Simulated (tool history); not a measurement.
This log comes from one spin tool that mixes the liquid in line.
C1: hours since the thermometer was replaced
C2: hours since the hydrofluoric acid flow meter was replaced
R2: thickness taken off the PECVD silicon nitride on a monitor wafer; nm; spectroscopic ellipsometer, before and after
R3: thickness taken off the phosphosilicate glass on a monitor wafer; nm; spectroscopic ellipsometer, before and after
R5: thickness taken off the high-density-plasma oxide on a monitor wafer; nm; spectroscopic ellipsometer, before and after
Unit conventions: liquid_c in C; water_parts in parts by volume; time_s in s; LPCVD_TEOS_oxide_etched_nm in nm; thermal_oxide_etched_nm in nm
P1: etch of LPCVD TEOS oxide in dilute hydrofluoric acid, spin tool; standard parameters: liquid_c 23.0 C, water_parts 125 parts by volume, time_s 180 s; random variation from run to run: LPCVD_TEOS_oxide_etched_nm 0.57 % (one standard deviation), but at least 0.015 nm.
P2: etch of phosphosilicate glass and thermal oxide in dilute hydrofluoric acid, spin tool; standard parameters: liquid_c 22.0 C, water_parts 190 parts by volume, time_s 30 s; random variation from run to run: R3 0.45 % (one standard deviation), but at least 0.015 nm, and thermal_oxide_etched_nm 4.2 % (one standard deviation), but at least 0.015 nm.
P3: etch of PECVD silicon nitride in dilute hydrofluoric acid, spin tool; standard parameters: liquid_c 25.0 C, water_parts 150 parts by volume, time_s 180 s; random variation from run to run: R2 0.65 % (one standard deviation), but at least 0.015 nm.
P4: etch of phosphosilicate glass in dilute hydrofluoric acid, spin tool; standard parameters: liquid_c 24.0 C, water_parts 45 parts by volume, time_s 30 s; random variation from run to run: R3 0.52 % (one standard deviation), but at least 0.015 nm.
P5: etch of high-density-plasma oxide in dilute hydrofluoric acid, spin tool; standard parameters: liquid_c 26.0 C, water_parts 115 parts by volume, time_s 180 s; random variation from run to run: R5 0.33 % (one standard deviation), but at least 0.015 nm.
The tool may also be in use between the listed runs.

Run 1, hour 8.8: process P1, liquid_c 23.0 C, water_parts 125 parts by volume, time_s 180 s; C1 730.7; C2 390.1. Result: LPCVD_TEOS_oxide_etched_nm 22.944 nm.
Run 2, hour 15.9: process P1, liquid_c 23.0 C, water_parts 125 parts by volume, time_s 300 s; C1 737.8; C2 397.2. Result: LPCVD_TEOS_oxide_etched_nm 38.128 nm.
Run 3, hour 27.0: process P3, liquid_c 25.0 C, water_parts 150 parts by volume, time_s 180 s; C1 748.9; C2 408.3. Result: R2 3.8629 nm.
Run 4, hour 32.4: process P2, liquid_c 17.0 C, water_parts 190 parts by volume, time_s 30 s; C1 754.3; C2 413.7. Result: R3 13.3140 nm, thermal_oxide_etched_nm 0.44072 nm.
Run 5, hour 39.8: process P3, liquid_c 25.0 C, water_parts 225 parts by volume, time_s 180 s; C1 761.7; C2 421.1. Result: R2 2.5649 nm.
Run 6, hour 50.1: process P4, liquid_c 24.0 C, water_parts 75 parts by volume, time_s 30 s; C1 772.0; C2 431.4. Result: R3 45.1680 nm.
Run 7, hour 60.4: process P4, liquid_c 24.0 C, water_parts 45 parts by volume, time_s 15 s; C1 782.3; C2 441.7. Result: R3 39.1960 nm.
Run 8, hour 72.2: process P5, liquid_c 26.0 C, water_parts 175 parts by volume, time_s 180 s; C1 794.1; C2 453.5. Result: R5 5.9084 nm.
Run 9, hour 78.6: process P4, liquid_c 24.0 C, water_parts 45 parts by volume, time_s 30 s; C1 800.5; C2 459.9. Result: R3 78.8120 nm.
At hour 90.0: hydrofluoric acid flow meter replaced.
Run 10, hour 90.3: process P5, liquid_c 26.0 C, water_parts 115 parts by volume, time_s 180 s; C1 812.2; C2 0.3. Result: R5 9.6226 nm.
Run 11, hour 100.6: process P5, liquid_c 30.5 C, water_parts 115 parts by volume, time_s 180 s; C1 822.5; C2 10.6. Result: R5 11.4580 nm.
Run 12, hour 107.9: process P3, liquid_c 25.0 C, water_parts 150 parts by volume, time_s 55 s; C1 829.8; C2 17.9. Result: R2 1.1921 nm.
Run 13, hour 118.0: process P1, liquid_c 23.0 C, water_parts 125 parts by volume, time_s 180 s; C1 839.9; C2 28.0. Result: LPCVD_TEOS_oxide_etched_nm 22.835 nm.
Run 14, hour 129.4: process P2, liquid_c 22.0 C, water_parts 190 parts by volume, time_s 30 s; C1 851.3; C2 39.4. Result: R3 16.0990 nm, thermal_oxide_etched_nm 0.58793 nm.
Run 15, hour 139.1: process P4, liquid_c 19.5 C, water_parts 45 parts by volume, time_s 30 s; C1 861.0; C2 49.1. Result: R3 65.6600 nm.
Run 16, hour 151.0: process P1, liquid_c 23.0 C, water_parts 125 parts by volume, time_s 180 s; C1 872.9; C2 61.0. Result: LPCVD_TEOS_oxide_etched_nm 23.132 nm.
Run 17, hour 157.2: process P1, liquid_c 23.0 C, water_parts 50 parts by volume, time_s 180 s; C1 879.1; C2 67.2. Result: LPCVD_TEOS_oxide_etched_nm 63.439 nm.
Run 18, hour 164.1: process P1, liquid_c 17.0 C, water_parts 125 parts by volume, time_s 180 s; C1 886.0; C2 74.1. Result: LPCVD_TEOS_oxide_etched_nm 18.037 nm.
Run 19, hour 174.9: process P4, liquid_c 24.0 C, water_parts 45 parts by volume, time_s 30 s; C1 896.8; C2 84.9. Result: R3 79.3830 nm.
Run 20, hour 182.8: process P1, liquid_c 26.0 C, water_parts 85 parts by volume, time_s 180 s; C1 904.7; C2 92.8. Result: LPCVD_TEOS_oxide_etched_nm 40.100 nm.
Run 21, hour 188.1: process P2, liquid_c 22.0 C, water_parts 190 parts by volume, time_s 15 s; C1 910.0; C2 98.1. Result: R3 8.0757 nm, thermal_oxide_etched_nm 0.28771 nm.
Run 22, hour 195.4: process P2, liquid_c 22.0 C, water_parts 310 parts by volume, time_s 30 s; C1 917.3; C2 105.4. Result: R3 8.8541 nm, thermal_oxide_etched_nm 0.36143 nm.
Run 23, hour 207.1: process P1, liquid_c 29.5 C, water_parts 125 parts by volume, time_s 180 s; C1 929.0; C2 117.1. Result: LPCVD_TEOS_oxide_etched_nm 28.972 nm.
Run 24, hour 215.8: process P1, liquid_c 23.0 C, water_parts 125 parts by volume, time_s 95 s; C1 937.7; C2 125.8. Result: LPCVD_TEOS_oxide_etched_nm 12.102 nm.
Run 25, hour 223.3: process P1, liquid_c 23.0 C, water_parts 215 parts by volume, time_s 180 s; C1 945.2; C2 133.3. Result: LPCVD_TEOS_oxide_etched_nm 12.100 nm.
Run 26, hour 231.9: process P3, liquid_c 32.5 C, water_parts 150 parts by volume, time_s 180 s; C1 953.8; C2 141.9. Result: R2 6.2032 nm.
Run 27, hour 237.5: process P5, liquid_c 26.0 C, water_parts 115 parts by volume, time_s 355 s; C1 959.4; C2 147.5. Result: R5 18.9340 nm.
Run 28, hour 247.1: process P1, liquid_c 23.0 C, water_parts 125 parts by volume, time_s 180 s; C1 969.0; C2 157.1. Result: LPCVD_TEOS_oxide_etched_nm 23.126 nm.
Run 29, hour 258.9: process P2, liquid_c 22.0 C, water_parts 190 parts by volume, time_s 30 s; C1 980.8; C2 168.9. Result: R3 16.1530 nm, thermal_oxide_etched_nm 0.59586 nm.
Run 30, hour 266.8: process P1, liquid_c 23.0 C, water_parts 125 parts by volume, time_s 180 s; C1 988.7; C2 176.8. Result: LPCVD_TEOS_oxide_etched_nm 23.014 nm.
Run 31, hour 274.1: process P1, liquid_c 23.0 C, water_parts 125 parts by volume, time_s 180 s; C1 996.0; C2 184.1. Result: LPCVD_TEOS_oxide_etched_nm 22.915 nm.
Run 32, hour 284.6: process P1, liquid_c 23.0 C, water_parts 125 parts by volume, time_s 180 s; C1 1006.5; C2 194.6. Result: LPCVD_TEOS_oxide_etched_nm 22.006 nm.
Run 33, hour 291.3: process P1, liquid_c 23.0 C, water_parts 125 parts by volume, time_s 180 s; C1 1013.2; C2 201.3. Result: LPCVD_TEOS_oxide_etched_nm 21.655 nm.
Run 34, hour 299.0: process P1, liquid_c 23.0 C, water_parts 125 parts by volume, time_s 180 s; C1 1020.9; C2 209.0. Result: LPCVD_TEOS_oxide_etched_nm 21.530 nm.
Run 35, hour 306.5: process P1, liquid_c 23.0 C, water_parts 125 parts by volume, time_s 180 s; C1 1028.4; C2 216.5. Result: LPCVD_TEOS_oxide_etched_nm 21.451 nm.
Run 36, hour 314.5: process P1, liquid_c 23.0 C, water_parts 125 parts by volume, time_s 180 s; C1 1036.4; C2 224.5. Result: LPCVD_TEOS_oxide_etched_nm 21.284 nm.
Run 37, hour 319.9: process P1, liquid_c 23.0 C, water_parts 125 parts by volume, time_s 180 s; C1 1041.8; C2 229.9. Result: LPCVD_TEOS_oxide_etched_nm 21.313 nm.
Run 38, hour 326.6: process P1, liquid_c 23.0 C, water_parts 125 parts by volume, time_s 180 s; C1 1048.5; C2 236.6. Result: LPCVD_TEOS_oxide_etched_nm 21.246 nm.
Run 39, hour 334.2: process P1, liquid_c 23.0 C, water_parts 125 parts by volume, time_s 180 s; C1 1056.1; C2 244.2. Result: LPCVD_TEOS_oxide_etched_nm 21.111 nm.
Run 40, hour 343.3: process P1, liquid_c 23.0 C, water_parts 125 parts by volume, time_s 180 s; C1 1065.2; C2 253.3. Result: LPCVD_TEOS_oxide_etched_nm 20.882 nm.
Run 41, hour 353.8: process P1, liquid_c 23.0 C, water_parts 125 parts by volume, time_s 180 s; C1 1075.7; C2 263.8. Result: LPCVD_TEOS_oxide_etched_nm 20.930 nm.
Run 42, hour 359.5: process P1, liquid_c 23.0 C, water_parts 125 parts by volume, time_s 180 s; C1 1081.4; C2 269.5. Result: LPCVD_TEOS_oxide_etched_nm 20.995 nm.

Something has made what P1 gives creep away from where it was; the 2 causes below, each at its own stated size, fit the log equally well:
A: liquid colder than its thermometer reads (K) = 2.27
B: hydrofluoric acid flow below the setpoint (%) = 7.53
Creep in the process output first set in at about hour 274.1.

4 check runs are offered, one wafer each, their results left as question marks. Which one tells the causes apart?
Run check 1, hour 365.2: process P2, liquid_c 22.0 C, water_parts 190 parts by volume, time_s 30 s. Result: R3 ?, thermal_oxide_etched_nm ?.
Run check 2, hour 365.2: process P4, liquid_c 24.0 C, water_parts 45 parts by volume, time_s 30 s. Result: R3 ?.
Run check 3, hour 365.2: process P3, liquid_c 25.0 C, water_parts 150 parts by volume, time_s 180 s. Result: R2 ?.
Run check 4, hour 365.2: process P5, liquid_c 26.0 C, water_parts 115 parts by volume, time_s 180 s. Result: R5 ?.

What each check would give under each cause:
  check                   result     if A     if B
check 1                       R3  14.8190  14.7180
check 1  thermal_oxide_etched_nm  0.56421  0.56036
check 2                       R3  71.6160  72.4490
check 3                       R2   3.3445   3.5829
check 4                       R5   8.8182   8.8032
How far apart the two closest causes lie, in the result that separates them most: check 1 0.69 %; check 2 1.16 %; check 3 6.89 %; check 4 0.17 %
Check 3 is the one run that separates the causes; every other check would come out nearly the same whichever cause is at work.

Running check 3 produced the following: R2 3.3614 nm. Which one of the listed causes fits?

A is the cause: liquid colder than its thermometer reads (K).

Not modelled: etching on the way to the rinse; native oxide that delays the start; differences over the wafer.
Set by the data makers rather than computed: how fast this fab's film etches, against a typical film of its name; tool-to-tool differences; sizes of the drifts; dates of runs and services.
